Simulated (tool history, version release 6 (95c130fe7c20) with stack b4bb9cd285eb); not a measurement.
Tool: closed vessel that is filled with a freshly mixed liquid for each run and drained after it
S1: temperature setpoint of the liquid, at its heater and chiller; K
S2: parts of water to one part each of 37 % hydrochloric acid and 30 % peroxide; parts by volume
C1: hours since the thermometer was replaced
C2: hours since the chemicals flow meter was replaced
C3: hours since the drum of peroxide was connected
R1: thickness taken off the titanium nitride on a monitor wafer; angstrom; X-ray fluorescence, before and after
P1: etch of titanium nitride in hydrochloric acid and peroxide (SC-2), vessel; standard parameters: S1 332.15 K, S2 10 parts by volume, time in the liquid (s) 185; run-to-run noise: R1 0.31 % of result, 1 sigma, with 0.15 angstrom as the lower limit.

{"run": 1, "hour": 4.3, "S1": 332.15, "S2": 10, "time in the liquid (s)": 185, "C1": 718.9, "C2": 1294.6, "C3": 174.8, "R1": 119.39}
{"run": 2, "hour": 6.5, "S1": 332.15, "S2": 14.5, "time in the liquid (s)": 60, "C1": 721.1, "C2": 1296.8, "C3": 177, "R1": 28.31}
{"hour": 9.0, "done": "chemicals flow meter replaced"}
{"run": 3, "hour": 10.6, "S1": 345.15, "S2": 6, "time in the liquid (s)": 185, "C1": 725.2, "C2": 1.6, "C3": 181.1, "R1": 395.66}
{"run": 4, "hour": 14.4, "S1": 332.15, "S2": 4, "time in the liquid (s)": 185, "C1": 729, "C2": 5.4, "C3": 184.9, "R1": 238.36}
{"run": 5, "hour": 18.9, "S1": 332.15, "S2": 10, "time in the liquid (s)": 185, "C1": 733.5, "C2": 9.9, "C3": 189.4, "R1": 119.3}
{"run": 6, "hour": 21.5, "S1": 332.15, "S2": 10, "time in the liquid (s)": 185, "C1": 736.1, "C2": 12.5, "C3": 192, "R1": 119.91}
{"run": 7, "hour": 25.8, "S1": 345.15, "S2": 10, "time in the liquid (s)": 185, "C1": 740.4, "C2": 16.8, "C3": 196.3, "R1": 264.13}
{"run": 8, "hour": 30.0, "S1": 332.15, "S2": 10, "time in the liquid (s)": 320, "C1": 744.6, "C2": 21, "C3": 200.5, "R1": 207.83}
{"run": 9, "hour": 32.8, "S1": 317.15, "S2": 10, "time in the liquid (s)": 185, "C1": 747.4, "C2": 23.8, "C3": 203.3, "R1": 44.365}
{"run": 10, "hour": 35.9, "S1": 332.15, "S2": 10, "time in the liquid (s)": 75, "C1": 750.5, "C2": 26.9, "C3": 206.4, "R1": 48.659}
{"run": 11, "hour": 38.5, "S1": 332.15, "S2": 10, "time in the liquid (s)": 185, "C1": 753.1, "C2": 29.5, "C3": 209, "R1": 119.09}
{"run": 12, "hour": 41.0, "S1": 332.15, "S2": 10, "time in the liquid (s)": 185, "C1": 755.6, "C2": 32, "C3": 211.5, "R1": 119.71}
{"run": 13, "hour": 43.1, "S1": 332.15, "S2": 10, "time in the liquid (s)": 185, "C1": 757.7, "C2": 34.1, "C3": 213.6, "R1": 119.57}
{"run": 14, "hour": 46.4, "S1": 332.15, "S2": 17, "time in the liquid (s)": 185, "C1": 761, "C2": 37.4, "C3": 216.9, "R1": 75.992}
{"run": 15, "hour": 49.2, "S1": 332.15, "S2": 10, "time in the liquid (s)": 185, "C1": 763.8, "C2": 40.2, "C3": 219.7, "R1": 119.42}
{"run": 16, "hour": 53.5, "S1": 332.15, "S2": 10, "time in the liquid (s)": 185, "C1": 768.1, "C2": 44.5, "C3": 224, "R1": 124.79}
{"run": 17, "hour": 55.7, "S1": 332.15, "S2": 10, "time in the liquid (s)": 185, "C1": 770.3, "C2": 46.7, "C3": 226.2, "R1": 126.68}
{"run": 18, "hour": 58.7, "S1": 332.15, "S2": 10, "time in the liquid (s)": 185, "C1": 773.3, "C2": 49.7, "C3": 229.2, "R1": 127.78}
{"run": 19, "hour": 62.1, "S1": 332.15, "S2": 10, "time in the liquid (s)": 185, "C1": 776.7, "C2": 53.1, "C3": 232.6, "R1": 127.41}
{"run": 20, "hour": 66.0, "S1": 332.15, "S2": 10, "time in the liquid (s)": 185, "C1": 780.6, "C2": 57, "C3": 236.5, "R1": 128.48}
{"run": 21, "hour": 69.2, "S1": 332.15, "S2": 10, "time in the liquid (s)": 185, "C1": 783.8, "C2": 60.2, "C3": 239.7, "R1": 129.29}
{"run": 22, "hour": 71.6, "S1": 332.15, "S2": 10, "time in the liquid (s)": 185, "C1": 786.2, "C2": 62.6, "C3": 242.1, "R1": 128.86}

What P1 gives has crept away from where it was. These 2 causes fit the log equally well, each at the size given:
A: liquid hotter than its thermometer reads (K) = 1.27
B: chemicals flow above the setpoint (%) = 10.1
At approximately hour 49.2, the process output began to creep.
All other causes, with the reason each is excluded:
peroxide weaker than its label (%): capped at 8; at that size R1 would change by -7.4 %, too little to explain the creep or opposite to it

Which of the 4 check runs listed below, each an average over 2 wafers with its results shown as question marks, gives clearly different results under the different listed causes?
{"run": "check 1", "hour": 74.0, "S1": 317.65, "S2": 16.5, "time in the liquid (s)": 185, "R1": "?"}
{"run": "check 2", "hour": 74.0, "S1": 340.15, "S2": 10, "time in the liquid (s)": 100, "R1": "?"}
{"run": "check 3", "hour": 74.0, "S1": 321.15, "S2": 4, "time in the liquid (s)": 185, "R1": "?"}
{"run": "check 4", "hour": 74.0, "S1": 332.15, "S2": 16, "time in the liquid (s)": 185, "R1": "?"}

Outcome of each check run for each possible cause:
check=check_1 result=R1 if_A=32.483 if_B=32.421
check=check_2 result=R1 if_A=114.11 if_B=114.49
check=check_3 result=R1 if_A=126.94 if_B=124.14
check=check_4 result=R1 if_A=86.276 if_B=86.728
Per-check spread between the two closest causes, in the result where they differ most: check 1 0.19 %; check 2 0.34 %; check 3 2.23 %; check 4 0.52 %
Check 3 tells the causes apart: in the others they would give nearly the same result.

Check 3 was carried out, with these results: R1 123.63 angstrom. Which of the listed causes is responsible?

The correct cause is B, namely: chemicals flow above the setpoint (%).

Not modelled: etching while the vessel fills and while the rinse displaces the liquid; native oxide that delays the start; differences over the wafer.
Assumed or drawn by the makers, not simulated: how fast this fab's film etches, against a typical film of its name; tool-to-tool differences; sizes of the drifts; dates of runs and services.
